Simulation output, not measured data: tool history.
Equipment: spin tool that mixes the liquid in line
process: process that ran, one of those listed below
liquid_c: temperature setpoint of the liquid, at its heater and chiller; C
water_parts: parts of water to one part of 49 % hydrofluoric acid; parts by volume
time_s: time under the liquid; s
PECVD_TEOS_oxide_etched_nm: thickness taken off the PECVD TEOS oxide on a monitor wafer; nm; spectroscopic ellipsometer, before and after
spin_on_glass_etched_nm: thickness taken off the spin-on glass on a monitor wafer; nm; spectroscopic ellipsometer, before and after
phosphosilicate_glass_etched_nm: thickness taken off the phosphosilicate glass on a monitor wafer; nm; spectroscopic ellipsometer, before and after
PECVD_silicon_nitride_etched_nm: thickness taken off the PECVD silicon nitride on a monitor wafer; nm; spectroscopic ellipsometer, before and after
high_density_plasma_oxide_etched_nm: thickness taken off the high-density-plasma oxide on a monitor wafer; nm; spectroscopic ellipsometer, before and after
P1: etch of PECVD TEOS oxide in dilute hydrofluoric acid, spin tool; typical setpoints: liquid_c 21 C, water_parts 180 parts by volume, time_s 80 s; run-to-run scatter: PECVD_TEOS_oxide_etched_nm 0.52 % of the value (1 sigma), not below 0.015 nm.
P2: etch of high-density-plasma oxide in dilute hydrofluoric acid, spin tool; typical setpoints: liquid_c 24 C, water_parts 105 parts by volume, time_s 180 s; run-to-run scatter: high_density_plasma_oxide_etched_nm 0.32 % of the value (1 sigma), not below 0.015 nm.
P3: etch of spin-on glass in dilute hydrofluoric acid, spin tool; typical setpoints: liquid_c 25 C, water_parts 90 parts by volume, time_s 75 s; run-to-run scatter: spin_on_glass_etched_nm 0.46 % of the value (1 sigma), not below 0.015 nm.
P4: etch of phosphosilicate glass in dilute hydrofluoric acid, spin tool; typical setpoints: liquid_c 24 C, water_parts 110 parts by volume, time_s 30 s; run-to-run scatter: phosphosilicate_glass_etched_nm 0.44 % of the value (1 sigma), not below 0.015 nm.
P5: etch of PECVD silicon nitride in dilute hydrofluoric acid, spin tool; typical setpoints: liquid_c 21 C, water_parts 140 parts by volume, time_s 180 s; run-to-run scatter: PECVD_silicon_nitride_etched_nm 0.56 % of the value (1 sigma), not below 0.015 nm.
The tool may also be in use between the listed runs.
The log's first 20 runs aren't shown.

run	hour	process	liquid_c	water_parts	time_s	PECVD_TEOS_oxide_etched_nm	spin_on_glass_etched_nm	phosphosilicate_glass_etched_nm	PECVD_silicon_nitride_etched_nm	high_density_plasma_oxide_etched_nm
21	238.2	P4	24	40	30			119.88		
22	249.8	P1	25.5	180	80	4.9261				
23	260.2	P2	32	105	180					11.648
24	268.8	P1	21	180	80	4.2103				
25	282.7	P4	17	110	30			29.855		
26	292.1	P3	18.5	90	75		37.308			
27	302.4	P1	21	45	80	19.512				
28	312	P4	24	110	30			39.833		
29	322.6	P4	24	110	30			39.605		
30	331.3	P1	21	180	30	1.5429				

Run 31, settings as shown, results not yet in. Your forecast:
31	338.8	P1	21	180	80	?				

{"run 31": {"PECVD_TEOS_oxide_etched_nm": 4.173}}

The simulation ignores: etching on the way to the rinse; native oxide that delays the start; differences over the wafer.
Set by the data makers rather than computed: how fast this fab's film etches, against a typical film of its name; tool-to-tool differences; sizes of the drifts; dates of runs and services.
